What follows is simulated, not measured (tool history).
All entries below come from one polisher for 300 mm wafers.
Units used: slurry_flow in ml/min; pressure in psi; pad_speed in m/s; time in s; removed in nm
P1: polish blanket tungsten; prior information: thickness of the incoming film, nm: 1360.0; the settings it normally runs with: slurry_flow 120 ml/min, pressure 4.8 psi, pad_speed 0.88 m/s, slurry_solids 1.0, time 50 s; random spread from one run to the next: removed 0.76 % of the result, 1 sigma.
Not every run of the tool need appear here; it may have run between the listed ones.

run	hour	slurry_flow	pressure	pad_speed	slurry_solids	time	wafers polished on this pad	hours since the slurry nozzle was cleaned	hours since the head pressure was calibrated	hours since the slurry blender was calibrated	hours since the slurry got fresh peroxide	removed
1	5.4	120	4.8	0.88	1.0	50	763	172.5	270.4	107.7	68.1	219.200
2	11.7	160	7.3	0.88	1.0	50	818	178.8	276.7	114.0	74.4	354.330
3	16.5	120	4.8	0.88	1.0	75	859	183.6	281.5	118.8	79.2	331.180
4	24.0	120	7.6	0.88	1.0	50	924	191.1	289.0	126.3	86.7	348.370
# hour 27.8: slurry blender recalibrated
5	32.1	120	4.8	0.88	1.0	22	994	199.2	297.1	4.4	94.8	98.084
6	37.4	120	4.8	0.88	1.0	50	1040	204.5	302.4	9.7	100.1	218.400
7	43.9	120	4.8	0.88	1.0	50	1096	211.0	308.9	16.2	106.6	220.900
8	49.5	120	4.8	1.24	1.0	50	1145	216.6	314.5	21.8	112.2	313.550
9	53.6	175	4.8	0.88	1.0	50	1180	220.7	318.6	25.9	116.3	233.810
10	59.9	80	4.8	1.10	1.0	50	1234	227.0	324.9	32.2	122.6	246.970
11	68.7	120	4.8	0.88	1.0	50	1311	235.8	333.7	41.0	131.4	219.620
12	73.3	120	4.8	0.88	1.0	50	1350	240.4	338.3	45.6	136.0	220.110
13	80.6	120	4.8	0.88	0.8	50	1413	247.7	345.6	52.9	143.3	208.840
14	86.9	75	4.8	0.88	1.0	50	1468	254.0	351.9	59.2	149.6	192.990
15	93.3	165	4.8	0.88	1.3	50	1523	260.4	358.3	65.6	156.0	247.520
16	98.7	120	4.8	0.88	1.0	50	1570	265.8	363.7	71.0	161.4	218.990
17	105.9	120	4.8	0.88	1.5	50	1632	273.0	370.9	78.2	168.6	243.860
18	110.5	120	4.8	0.46	1.0	50	1672	277.6	375.5	82.8	173.2	115.940
19	118.3	120	3.1	0.88	1.0	50	1739	285.4	383.3	90.6	181.0	142.440
20	126.1	120	4.8	0.88	1.0	50	1807	293.2	391.1	98.4	188.8	219.920
21	130.9	120	4.8	0.88	1.0	50	1848	298.0	395.9	103.2	193.6	212.300
22	137.4	120	4.8	0.88	1.0	50	1904	304.5	402.4	109.7	200.1	208.820
23	143.1	120	4.8	0.88	1.0	50	1954	310.2	408.1	115.4	205.8	200.220
# hour 144.6: slurry tank refilled with fresh slurry and peroxide
24	149.7	120	4.8	0.88	1.0	50	2011	316.8	414.7	122.0	5.1	199.110
25	153.7	120	4.8	0.88	1.0	50	2045	320.8	418.7	126.0	9.1	199.350
# hour 154.8: slurry blender recalibrated
26	159.0	120	4.8	0.88	1.0	50	2091	326.1	424.0	4.2	14.4	198.470
# hour 160.4: head pressure recalibrated
27	167.5	120	4.8	0.88	1.0	50	2164	334.6	7.1	12.7	22.9	194.090
28	171.9	120	4.8	0.88	1.0	50	2202	339.0	11.5	17.1	27.3	198.180

P1 has crept away from where it was. The log is fitted equally well by each of these 2 causes, at the sizes shown:
A: slurry flow missing at the pad, % = 35.5
B: removal rate lost through wear of the pad, % = 10.9
The creep began at about hour 126.1.
What rules out each remaining cause:
head's pressure below its setpoint, %: was serviced at hour 160.4, once the creep was under way, yet the earlier output never came back
abrasive missing from the slurry, %: was serviced at hour 154.8, once the creep was under way, yet the earlier output never came back
peroxide lost from the slurry, %: was serviced at hour 144.6, once the creep was under way, yet the earlier output never came back

Of the 4 check runs below, each run on 5 wafers with the results averaged and each result still a question mark, which one would tell the listed causes apart?
check 1	176.3	165	3.1	0.88	1.00	50						?
check 2	176.3	120	4.8	1.16	1.00	75						?
check 3	176.3	120	7.5	0.88	1.35	50						?
check 4	176.3	120	4.8	0.56	1.45	50						?

How each check would come out, cause by cause:
check	result	if A	if B
check 1	removed	138.370	134.430
check 2	removed	388.050	387.870
check 3	removed	329.540	329.390
check 4	removed	136.570	136.510
Per-check spread between the two closest causes, in the result where they differ most: check 1 2.89 %; check 2 0.05 %; check 3 0.05 %; check 4 0.05 %
The causes can be told apart only by check 1. The other checks would give nearly the same results under each of them.

Check 1 was then run and gave: removed 135.280 nm. Which cause is it?

B is the cause: removal rate lost through wear of the pad, %.

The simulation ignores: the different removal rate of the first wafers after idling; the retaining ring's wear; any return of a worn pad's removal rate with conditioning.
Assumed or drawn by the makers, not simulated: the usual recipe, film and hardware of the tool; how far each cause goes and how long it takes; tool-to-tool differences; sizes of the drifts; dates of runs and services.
